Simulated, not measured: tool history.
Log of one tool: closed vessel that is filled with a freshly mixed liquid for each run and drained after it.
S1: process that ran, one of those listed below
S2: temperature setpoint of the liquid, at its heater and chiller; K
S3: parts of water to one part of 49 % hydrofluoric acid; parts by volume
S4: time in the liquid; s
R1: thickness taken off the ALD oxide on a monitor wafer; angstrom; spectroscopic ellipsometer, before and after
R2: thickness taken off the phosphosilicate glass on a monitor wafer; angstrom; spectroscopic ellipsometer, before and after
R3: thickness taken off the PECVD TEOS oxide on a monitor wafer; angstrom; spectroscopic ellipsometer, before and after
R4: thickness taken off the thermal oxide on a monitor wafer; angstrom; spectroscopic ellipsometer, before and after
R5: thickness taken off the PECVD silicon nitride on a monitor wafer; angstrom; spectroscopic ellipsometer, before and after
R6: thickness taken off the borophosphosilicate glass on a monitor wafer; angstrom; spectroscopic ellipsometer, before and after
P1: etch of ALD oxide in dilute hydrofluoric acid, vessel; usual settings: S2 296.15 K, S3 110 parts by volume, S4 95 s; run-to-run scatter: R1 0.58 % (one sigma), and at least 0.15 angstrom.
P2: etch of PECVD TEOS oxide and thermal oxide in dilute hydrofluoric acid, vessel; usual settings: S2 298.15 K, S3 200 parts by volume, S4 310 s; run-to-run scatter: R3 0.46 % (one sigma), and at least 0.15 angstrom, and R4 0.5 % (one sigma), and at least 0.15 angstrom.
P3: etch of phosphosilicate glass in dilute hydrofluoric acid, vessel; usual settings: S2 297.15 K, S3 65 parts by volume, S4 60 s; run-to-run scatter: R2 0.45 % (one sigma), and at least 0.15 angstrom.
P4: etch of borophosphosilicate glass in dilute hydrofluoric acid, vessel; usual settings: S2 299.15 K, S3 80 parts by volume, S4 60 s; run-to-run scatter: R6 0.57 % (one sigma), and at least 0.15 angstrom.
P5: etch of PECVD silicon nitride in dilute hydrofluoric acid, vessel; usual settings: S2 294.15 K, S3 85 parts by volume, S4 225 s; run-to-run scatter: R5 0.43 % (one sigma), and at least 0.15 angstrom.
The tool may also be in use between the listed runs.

run,hour,S1,S2,S3,S4,R1,R2,R3,R4,R5,R6
1,7.3,P1,296.15,110,95,222.73,,,,,
2,11.4,P3,297.15,65,60,,1834.9,,,,
3,18.5,P1,296.15,110,95,222.58,,,,,
4,23.4,P1,296.15,50,95,530.26,,,,,
5,28.7,P1,296.15,150,175,287.32,,,,,
6,35.2,P1,291.65,110,95,185.75,,,,,
7,40,P1,296.15,110,40,93.449,,,,,
8,44.3,P1,296.15,110,180,423.18,,,,,
9,52.1,P1,296.15,110,95,220.95,,,,,
10,56,P2,298.15,200,310,,,138.56,67.925,,
11,61.4,P5,294.15,85,225,,,,,109.46,
12,65.2,P3,290.65,65,60,,1399.2,,,,
13,71.8,P3,297.15,95,60,,1212.9,,,,
14,77.1,P3,297.15,65,60,,1824.6,,,,
15,82.1,P1,296.15,175,155,211.86,,,,,
16,85.7,P5,290.15,85,225,,,,,83.024,
# hour 91.3: hydrofluoric acid flow meter replaced
17,91.9,P1,300.65,110,95,265.92,,,,,
18,97.2,P4,299.15,80,60,,,,,,408.33
19,104.7,P3,297.15,65,120,,3644.1,,,,
20,108.7,P4,299.15,80,60,,,,,,411.87
21,115.3,P4,291.65,80,60,,,,,,297.29
22,119.2,P5,294.15,85,440,,,,,213.62,
23,125,P1,296.15,180,95,125.86,,,,,
24,128.6,P2,298.15,80,310,,,399.06,196.7,,

Run 25 comes next. What will it give?
25,134.9,P2,298.15,200,445,,,?,?,,

{"run 25": {"R3": 199.81, "R4": 97.407}}
